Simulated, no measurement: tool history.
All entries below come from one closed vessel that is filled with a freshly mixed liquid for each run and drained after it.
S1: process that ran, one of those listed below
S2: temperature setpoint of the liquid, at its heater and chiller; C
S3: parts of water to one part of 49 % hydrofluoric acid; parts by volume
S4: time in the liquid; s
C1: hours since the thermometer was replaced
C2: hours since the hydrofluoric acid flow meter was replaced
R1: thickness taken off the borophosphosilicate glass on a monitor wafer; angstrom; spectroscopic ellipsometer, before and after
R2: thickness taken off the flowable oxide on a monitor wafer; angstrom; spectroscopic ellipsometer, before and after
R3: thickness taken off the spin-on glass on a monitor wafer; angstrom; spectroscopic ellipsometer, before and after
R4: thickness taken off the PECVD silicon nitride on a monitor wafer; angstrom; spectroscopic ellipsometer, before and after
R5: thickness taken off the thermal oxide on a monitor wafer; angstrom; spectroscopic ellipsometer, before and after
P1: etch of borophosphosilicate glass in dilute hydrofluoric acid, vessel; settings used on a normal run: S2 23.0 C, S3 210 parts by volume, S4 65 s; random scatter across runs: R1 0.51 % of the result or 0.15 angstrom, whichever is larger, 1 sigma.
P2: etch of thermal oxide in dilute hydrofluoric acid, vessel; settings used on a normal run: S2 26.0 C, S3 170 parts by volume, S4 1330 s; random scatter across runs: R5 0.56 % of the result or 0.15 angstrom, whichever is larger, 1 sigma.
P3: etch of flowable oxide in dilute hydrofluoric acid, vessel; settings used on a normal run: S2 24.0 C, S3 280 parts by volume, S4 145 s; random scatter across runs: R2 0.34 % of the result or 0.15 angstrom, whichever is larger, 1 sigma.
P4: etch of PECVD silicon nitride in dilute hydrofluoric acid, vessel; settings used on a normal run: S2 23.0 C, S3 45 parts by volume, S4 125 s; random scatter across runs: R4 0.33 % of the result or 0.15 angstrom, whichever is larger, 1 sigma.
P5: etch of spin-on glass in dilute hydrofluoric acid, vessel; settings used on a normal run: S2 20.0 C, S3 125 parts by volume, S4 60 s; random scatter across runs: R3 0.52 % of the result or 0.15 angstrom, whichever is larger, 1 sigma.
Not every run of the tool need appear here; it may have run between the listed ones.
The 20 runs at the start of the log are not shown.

run,hour,S1,S2,S3,S4,C1,C2,R1,R2,R3,R4,R5
21,110.1,P1,23.0,210,105,1778.6,1344.3,130.480,,,,
22,115.9,P2,26.0,170,1330,1784.4,1350.1,,,,,357.61
23,119.0,P4,23.0,45,250,1787.5,1353.2,,,,146.080,
24,122.3,P2,32.5,170,1330,1790.8,1356.5,,,,,454.48
25,128.2,P2,26.0,170,2040,1796.7,1362.4,,,,,548.15
26,132.1,P3,24.0,455,145,1800.6,1366.3,,70.689,,,
27,137.8,P4,23.0,65,125,1806.3,1372.0,,,,50.583,
28,141.3,P5,20.0,125,60,1809.8,1375.5,,,183.830,,

What does the tool deliver on the next run?
29,147.7,P2,26.0,170,1330,1816.2,1381.9,,,,,?

{"run 29": {"R5": 357.45}}
